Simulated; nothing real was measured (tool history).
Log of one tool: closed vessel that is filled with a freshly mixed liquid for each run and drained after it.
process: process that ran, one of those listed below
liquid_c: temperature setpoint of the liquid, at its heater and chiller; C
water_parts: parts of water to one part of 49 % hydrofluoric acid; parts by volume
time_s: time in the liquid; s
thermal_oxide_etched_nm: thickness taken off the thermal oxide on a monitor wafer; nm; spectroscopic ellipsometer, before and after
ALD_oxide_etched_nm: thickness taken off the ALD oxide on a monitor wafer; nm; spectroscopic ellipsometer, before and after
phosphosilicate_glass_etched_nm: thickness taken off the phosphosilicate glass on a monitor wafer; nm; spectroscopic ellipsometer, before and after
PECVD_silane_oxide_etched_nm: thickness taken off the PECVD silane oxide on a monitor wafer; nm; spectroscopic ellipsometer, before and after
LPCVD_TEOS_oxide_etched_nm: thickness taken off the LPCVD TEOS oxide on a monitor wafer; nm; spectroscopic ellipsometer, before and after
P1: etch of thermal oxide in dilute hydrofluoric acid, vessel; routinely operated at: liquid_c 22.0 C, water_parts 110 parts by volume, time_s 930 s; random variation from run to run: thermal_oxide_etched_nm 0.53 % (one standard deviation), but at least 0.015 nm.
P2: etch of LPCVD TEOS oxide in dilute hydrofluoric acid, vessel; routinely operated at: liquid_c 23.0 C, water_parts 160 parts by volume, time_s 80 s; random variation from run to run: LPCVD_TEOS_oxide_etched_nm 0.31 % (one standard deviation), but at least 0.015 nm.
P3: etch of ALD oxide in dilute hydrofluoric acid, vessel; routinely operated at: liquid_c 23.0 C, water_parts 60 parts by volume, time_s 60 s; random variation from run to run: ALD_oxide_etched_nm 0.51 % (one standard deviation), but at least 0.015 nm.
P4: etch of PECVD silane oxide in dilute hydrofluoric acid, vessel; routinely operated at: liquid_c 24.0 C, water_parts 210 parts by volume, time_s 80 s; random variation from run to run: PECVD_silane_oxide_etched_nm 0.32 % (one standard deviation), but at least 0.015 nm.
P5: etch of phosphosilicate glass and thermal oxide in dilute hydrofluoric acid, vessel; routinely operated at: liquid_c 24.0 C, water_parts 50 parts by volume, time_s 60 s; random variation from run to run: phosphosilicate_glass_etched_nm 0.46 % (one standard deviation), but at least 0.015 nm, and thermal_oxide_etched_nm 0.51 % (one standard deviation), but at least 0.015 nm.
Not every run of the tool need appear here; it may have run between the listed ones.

run    day  process  liquid_c  water_parts  time_s  thermal_oxide_etched_nm  ALD_oxide_etched_nm  phosphosilicate_glass_etched_nm  PECVD_silane_oxide_etched_nm  LPCVD_TEOS_oxide_etched_nm
  1  0.175       P1      22.0          110     930                  35.3770
  2  0.350       P3      23.0           60      30                                        13.919
  3  0.517       P1      22.0          110     930                  35.4580
  4  0.746       P5      30.5           50      60                   7.7192                                                324.21
  5  0.958       P5      24.0           85      60                   3.3549                                                139.79
  6  1.162       P4      24.0          210      80                                                                                                      13.4940
  7  1.342       P1      25.5           65     930                  72.3140
  8  1.533       P3      17.0           60      60                                        21.611
  9  1.708       P5      24.0           50      35                   3.4814                                                145.34
 10  1.842       P1      22.0          110     930                  35.4480
 11  2.008       P3      23.0           90      60                                        17.758
 12  2.204       P1      22.0          110     930                  34.9480
 13  2.329       P4      24.0          210     155                                                                                                      26.4010
 14  2.525       P2      23.0           35      80                                                                                                                                  135.830
 15  2.704       P3      23.0           60      60                                        27.615
 16  2.925       P4      31.5          210      80                                                                                                      17.6670
 17  3.083       P2      17.0          160      80                                                                                                                                   20.144
     3.121  -- thermometer replaced
 18  3.304       P4      24.0          370      80                                                                                                       6.6272
 19  3.429       P1      22.0          110     930                  35.2390
 20  3.625       P3      23.0           60      60                                        27.733
 21  3.771       P1      22.0          110    1360                  52.1790
 22  3.975       P1      29.0          110     930                  46.5360
 23  4.096       P2      23.0          160      80                                                                                                                                   25.582
 24  4.225       P5      24.0           50      60                   5.9929                                                250.20
 25  4.454       P1      22.0          110     930                  35.2030
 26  4.612       P1      22.0          180     930                  20.2680
 27  4.833       P2      23.0          160      80                                                                                                                                   25.731
 28  4.983       P1      25.5           40     930                 121.9200
 29  5.154       P1      17.0          110     930                  28.9890
 30  5.383       P4      24.0          210      80                                                                                                      13.5680
 31  5.604       P1      22.0           65     930                  62.8790
 32  5.796       P5      24.0           50      60                   5.9458                                                248.44
 33  5.946       P1      22.0          110     115                   4.3712
 34  6.158       P2      23.0          160      40                                                                                                                                   12.829
 35  6.350       P1      22.0          110     930                  35.4420
 36  6.517       P1      22.0          110     930                  36.4920
 37  6.642       P1      22.0          110     930                  36.8260
 38  6.850       P1      22.0          110     930                  37.6480
 39  7.017       P1      22.0          110     930                  38.1160
 40  7.154       P1      22.0          110     930                  38.4840
 41  7.396       P1      22.0          110     930                  38.6670
 42  7.525       P1      22.0          110     930                  38.4720
 43  7.667       P1      22.0          110     930                  38.5640
 44  7.825       P1      22.0          110     930                  38.9520
 45  7.954       P1      22.0          110     930                  38.8230
 46  8.146       P1      22.0          110     930                  38.8040

Something has made what P1 gives creep away from where it was; the 2 causes below, each at its own stated size, fit the log equally well:
A: hydrofluoric acid flow above the setpoint (%) = 8.32
B: liquid hotter than its thermometer reads (K) = 2.27
The gradual shift began around day 6.350.

Consider the 4 single-wafer check runs listed below, results given as question marks: which one distinguishes between the causes by giving clearly different results for each?
check 1  8.338       P5      24.0           65      35                        ?                                                     ?
check 2  8.338       P4      24.0          360     155                                                                                                            ?
check 3  8.338       P3      23.0           80      30                                             ?
check 4  8.338       P2      17.0          160      45                                                                                                                                        ?

If the cause were each of the candidates in turn, the checks would give the following:
  check                           result     if A     if B
check 1          thermal_oxide_etched_nm   2.8711   2.8857
check 1  phosphosilicate_glass_etched_nm   119.27   119.88
check 2     PECVD_silane_oxide_etched_nm  14.7320  14.2870
check 3              ALD_oxide_etched_nm   11.051   11.092
check 4       LPCVD_TEOS_oxide_etched_nm   12.471   12.467
Smallest distance between any two causes, each pair judged by its most separating result, in per cent: check 1 0.51 %; check 2 3.07 %; check 3 0.37 %; check 4 0.03 %
Only check 2 tells the causes apart: in the others they would give nearly the same result.

Check 2 was then run and gave: PECVD_silane_oxide_etched_nm 14.2260 nm. Which cause is it?

Of the candidate causes, it is B: liquid hotter than its thermometer reads (K).
